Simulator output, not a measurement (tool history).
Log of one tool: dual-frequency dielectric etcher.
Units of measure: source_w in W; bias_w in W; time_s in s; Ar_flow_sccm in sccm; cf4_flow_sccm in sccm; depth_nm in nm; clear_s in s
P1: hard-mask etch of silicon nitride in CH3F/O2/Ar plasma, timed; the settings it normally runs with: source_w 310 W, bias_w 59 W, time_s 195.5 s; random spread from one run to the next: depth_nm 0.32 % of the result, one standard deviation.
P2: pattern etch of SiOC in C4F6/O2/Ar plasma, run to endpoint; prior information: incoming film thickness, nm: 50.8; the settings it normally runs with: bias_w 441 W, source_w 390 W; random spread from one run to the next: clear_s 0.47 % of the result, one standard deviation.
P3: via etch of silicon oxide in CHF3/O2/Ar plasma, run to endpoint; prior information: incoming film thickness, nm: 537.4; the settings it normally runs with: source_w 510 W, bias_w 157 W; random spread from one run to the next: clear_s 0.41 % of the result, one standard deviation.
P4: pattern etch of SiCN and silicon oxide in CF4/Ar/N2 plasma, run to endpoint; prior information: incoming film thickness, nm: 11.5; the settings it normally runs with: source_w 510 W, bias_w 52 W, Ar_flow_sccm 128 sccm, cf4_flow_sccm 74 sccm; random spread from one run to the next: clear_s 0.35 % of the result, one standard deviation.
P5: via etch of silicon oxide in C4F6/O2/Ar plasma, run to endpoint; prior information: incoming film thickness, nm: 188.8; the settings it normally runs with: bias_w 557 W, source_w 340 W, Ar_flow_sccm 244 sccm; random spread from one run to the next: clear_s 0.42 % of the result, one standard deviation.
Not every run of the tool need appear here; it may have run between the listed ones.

run	hour	process	source_w	bias_w	time_s	Ar_flow_sccm	cf4_flow_sccm	depth_nm	clear_s
1	16.2	P1	310	59	195.5			112.56	
2	29.2	P4	510	52		128	74		14.246
3	40.3	P5	460	557		244			37.071
# hour 51.9: wet clean of the chamber
4	53.5	P1	310	59	144.5			83.009	
5	65.2	P1	410	59	245			156.37	
6	75.8	P4	330	52		128	74		21.025
7	85.9	P1	310	36	195.5			96.898	
8	98.5	P2	390	441					17.87
9	108.6	P4	510	52		98	74		13.701
10	116.7	P5	340	557		244			41.473
11	129.9	P2	470	441					16.806
12	143.3	P4	510	65		128	74		13.291
13	156.2	P1	310	59	195.5			111.92	
14	168.6	P1	310	59	195.5			112.55	
15	181.9	P1	240	59	195.5			101.8	
16	190.3	P1	310	59	195.5			112.33	
17	200.3	P3	510	157					312.69
18	214.7	P3	510	157					309.5
19	224.5	P3	410	157					341.2
20	238.9	P5	340	557		244			41.394
21	248.6	P1	310	59	251.5			145.49	
22	263.6	P5	340	557		290			42.014
23	275.5	P3	510	215					279.79
24	289.2	P5	340	771		244			36.396
25	298	P1	310	80	195.5			124.37	
26	310.5	P2	390	257					21.605
27	327.6	P4	510	52		128	59		14.898
28	342.9	P1	400	59	195.5			123.99	
29	359.3	P1	310	59	195.5			112.92	
30	374.5	P1	310	59	195.5			112.39	
31	389.1	P1	310	59	195.5			110.89	
32	401.6	P1	310	59	195.5			110.64	
33	409.8	P1	310	59	195.5			111.15	
# hour 411.9: wet clean of the chamber
34	419.8	P1	310	59	195.5			111.25	
35	432.3	P1	310	59	195.5			110.67	
36	447.8	P1	310	59	195.5			110.62	
37	459	P1	310	59	195.5			110.71	
38	470.9	P1	310	59	195.5			110.93	

P1 has crept away from where it was. The log is fitted equally well by each of these 2 causes, at the sizes shown:
A: bias power that arrives under what is set, % = 4.7
B: source power that arrives under what is set, % = 4.11
Creep in the process output first set in at about hour 359.3.
Why every other cause is out:
chamber walls in a state that lowers the etch rate, %: serviced at hour 411.9, after the change had begun; the process did not return to its earlier output

Which of the check runs below tells the causes apart, meaning the causes would give it clearly different results? Each run uses 2 wafers whose results are averaged, and each result is shown as a question mark.
check 1	482.8	P4	510	52		128	74		?
check 2	482.8	P3	510	157					?
check 3	482.8	P2	390	441					?
check 4	482.8	P5	340	557		244			?

Expected result of each check under each candidate cause:
check	result	if A	if B
check 1	clear_s	14.472	14.793
check 2	clear_s	316.32	316.41
check 3	clear_s	18.215	18.177
check 4	clear_s	42.082	41.956
Per check, the gap between the least separated pair of causes, taken in the result that splits them most: check 1 2.2 %; check 2 0.03 %; check 3 0.2 %; check 4 0.3 %
Check 1 is the one run that separates the causes; every other check would come out nearly the same whichever cause is at work.

Then check 1 was run and gave: clear_s 14.798 s. Which cause is it?

Of the candidate causes, it is B: source power that arrives under what is set, %.
